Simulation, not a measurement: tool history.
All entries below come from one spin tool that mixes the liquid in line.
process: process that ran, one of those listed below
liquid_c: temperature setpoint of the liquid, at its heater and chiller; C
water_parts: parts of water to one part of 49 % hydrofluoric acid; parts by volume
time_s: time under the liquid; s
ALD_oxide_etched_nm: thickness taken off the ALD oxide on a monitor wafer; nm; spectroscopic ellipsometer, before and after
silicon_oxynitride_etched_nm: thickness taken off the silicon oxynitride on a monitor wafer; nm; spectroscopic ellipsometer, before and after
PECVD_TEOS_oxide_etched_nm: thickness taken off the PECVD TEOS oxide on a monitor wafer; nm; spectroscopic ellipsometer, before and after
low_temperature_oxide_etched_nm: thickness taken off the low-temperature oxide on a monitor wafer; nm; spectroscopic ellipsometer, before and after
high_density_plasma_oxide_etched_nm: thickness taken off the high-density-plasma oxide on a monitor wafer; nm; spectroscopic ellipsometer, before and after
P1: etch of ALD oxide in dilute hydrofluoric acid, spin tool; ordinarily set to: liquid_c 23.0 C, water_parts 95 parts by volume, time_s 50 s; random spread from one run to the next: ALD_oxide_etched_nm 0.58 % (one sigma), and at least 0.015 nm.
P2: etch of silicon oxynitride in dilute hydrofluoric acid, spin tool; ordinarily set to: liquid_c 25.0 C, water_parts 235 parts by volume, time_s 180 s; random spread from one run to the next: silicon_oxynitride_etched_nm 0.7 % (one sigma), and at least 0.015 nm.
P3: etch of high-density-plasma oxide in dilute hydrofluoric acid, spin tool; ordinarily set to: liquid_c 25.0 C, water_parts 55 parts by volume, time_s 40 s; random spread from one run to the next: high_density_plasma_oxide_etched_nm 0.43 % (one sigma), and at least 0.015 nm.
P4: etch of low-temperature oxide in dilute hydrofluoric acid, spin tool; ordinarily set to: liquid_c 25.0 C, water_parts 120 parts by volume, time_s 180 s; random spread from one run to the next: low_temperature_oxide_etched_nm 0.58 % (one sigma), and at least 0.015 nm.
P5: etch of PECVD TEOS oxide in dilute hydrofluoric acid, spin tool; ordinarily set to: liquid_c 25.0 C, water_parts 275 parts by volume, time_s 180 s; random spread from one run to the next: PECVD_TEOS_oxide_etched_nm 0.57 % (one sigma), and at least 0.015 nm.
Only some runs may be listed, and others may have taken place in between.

| run | day | process | liquid_c | water_parts | time_s | ALD_oxide_etched_nm | silicon_oxynitride_etched_nm | PECVD_TEOS_oxide_etched_nm | low_temperature_oxide_etched_nm | high_density_plasma_oxide_etched_nm |
|---|---|---|---|---|---|---|---|---|---|---|
| 1 | 0.650 | P1 | 23.0 | 95 | 50 | 5.0286 |  |  |  |  |
| 2 | 1.054 | P1 | 23.0 | 95 | 15 | 1.5106 |  |  |  |  |
| 3 | 1.500 | P2 | 25.0 | 130 | 180 |  | 6.86680 |  |  |  |
| 4 | 2.088 | P5 | 25.0 | 500 | 180 |  |  | 5.4698 |  |  |
| 5 | 2.746 | P1 | 23.0 | 95 | 50 | 5.0573 |  |  |  |  |
| 6 | 3.179 | P4 | 25.0 | 190 | 180 |  |  |  | 10.060 |  |
| 7 | 3.712 | P1 | 23.0 | 95 | 50 | 5.1020 |  |  |  |  |
| 8 | 4.342 | P4 | 25.0 | 120 | 180 |  |  |  | 17.142 |  |
| 9 | 4.638 | P1 | 30.0 | 95 | 50 | 6.6253 |  |  |  |  |
| 10 | 5.204 | P1 | 19.5 | 95 | 50 | 4.3926 |  |  |  |  |
| 11 | 5.725 | P3 | 33.5 | 55 | 40 |  |  |  |  | 11.7980 |
| 12 | 6.092 | P5 | 25.0 | 275 | 360 |  |  | 24.5720 |  |  |
| 13 | 6.550 | P2 | 25.0 | 235 | 180 |  | 3.45870 |  |  |  |
| 14 | 7.133 | P4 | 25.0 | 120 | 345 |  |  |  | 32.924 |  |
| 15 | 7.433 | P5 | 25.0 | 275 | 180 |  |  | 12.1280 |  |  |
| 16 | 7.921 | P2 | 25.0 | 235 | 180 |  | 3.48540 |  |  |  |
| 17 | 8.433 | P3 | 25.0 | 55 | 75 |  |  |  |  | 15.8590 |
| 18 | 8.958 | P1 | 17.0 | 95 | 25 | 2.0053 |  |  |  |  |
| 19 | 9.500 | P1 | 17.0 | 135 | 50 | 2.6988 |  |  |  |  |
| 20 | 9.996 | P4 | 17.0 | 120 | 180 |  |  |  | 12.629 |  |
| 21 | 10.512 | P1 | 23.0 | 95 | 100 | 10.1780 |  |  |  |  |
| 22 | 10.938 | P3 | 25.0 | 80 | 40 |  |  |  |  | 5.6125 |
| 23 | 11.417 | P2 | 25.0 | 235 | 30 |  | 0.58107 |  |  |  |
| 24 | 12.058 | P1 | 23.0 | 155 | 50 | 2.9225 |  |  |  |  |
| 25 | 12.679 | P2 | 31.0 | 235 | 180 |  | 4.51680 |  |  |  |
| 26 | 13.288 | P3 | 25.0 | 55 | 40 |  |  |  |  | 8.4392 |
| 27 | 13.888 | P1 | 23.0 | 95 | 50 | 5.0497 |  |  |  |  |
| 28 | 14.238 | P1 | 23.0 | 95 | 50 | 5.0773 |  |  |  |  |
| 29 | 14.571 | P3 | 25.0 | 55 | 40 |  |  |  |  | 8.4092 |
| 30 | 14.908 | P5 | 29.0 | 275 | 180 |  |  | 13.8730 |  |  |
| 31 | 15.417 | P1 | 23.0 | 20 | 50 | 26.7190 |  |  |  |  |
| 32 | 16.058 | P1 | 23.0 | 95 | 50 | 5.0733 |  |  |  |  |
| 33 | 16.712 | P1 | 23.0 | 95 | 50 | 5.0720 |  |  |  |  |
| 34 | 17.150 | P1 | 23.0 | 95 | 50 | 4.9060 |  |  |  |  |
| 35 | 17.654 | P1 | 23.0 | 95 | 50 | 4.9196 |  |  |  |  |
| 36 | 18.054 | P1 | 23.0 | 95 | 50 | 4.8236 |  |  |  |  |
| 37 | 18.667 | P1 | 23.0 | 95 | 50 | 4.7984 |  |  |  |  |
| 38 | 18.962 | P1 | 23.0 | 95 | 50 | 4.7435 |  |  |  |  |
| 39 | 19.412 | P1 | 23.0 | 95 | 50 | 4.8021 |  |  |  |  |

The output of P1 has drifted from where it used to be. Each of the 2 causes below, taken at the size shown beside it, accounts for the log equally well:
A: liquid colder than its thermometer reads (K) = 1.56
B: hydrofluoric acid flow below the setpoint (%) = 5.49
The process output started creeping at around day 16.712.

Of the 4 check runs below, each run on 2 wafers with the results averaged and each result still a question mark, which one would tell the listed causes apart?
| check 1 | 19.862 | P3 | 30.5 | 55 | 60 |  |  |  |  | ? |
| check 2 | 19.862 | P5 | 25.0 | 485 | 355 |  |  | ? |  |  |
| check 3 | 19.862 | P2 | 30.5 | 235 | 50 |  | ? |  |  |  |
| check 4 | 19.862 | P4 | 19.0 | 120 | 180 |  |  |  | ? |  |

What each check would give under each cause:
| check | result | if A | if B |
|---|---|---|---|
| check 1 | high_density_plasma_oxide_etched_nm | 14.8410 | 14.8380 |
| check 2 | PECVD_TEOS_oxide_etched_nm | 10.6900 | 10.3590 |
| check 3 | silicon_oxynitride_etched_nm | 1.14520 | 1.14040 |
| check 4 | low_temperature_oxide_etched_nm | 12.738 | 12.744 |
Gap, in per cent, between the two causes that each check separates least, read from the result that separates them most: check 1 0.02 %; check 2 3.14 %; check 3 0.42 %; check 4 0.05 %
Of the check runs offered, only check 2 discriminates between the causes; the rest would read about the same regardless of which cause applies.

With check 2 done, the readings were: PECVD_TEOS_oxide_etched_nm 10.3910 nm. Identify which of the listed causes applies.

B is the cause: hydrofluoric acid flow below the setpoint (%).

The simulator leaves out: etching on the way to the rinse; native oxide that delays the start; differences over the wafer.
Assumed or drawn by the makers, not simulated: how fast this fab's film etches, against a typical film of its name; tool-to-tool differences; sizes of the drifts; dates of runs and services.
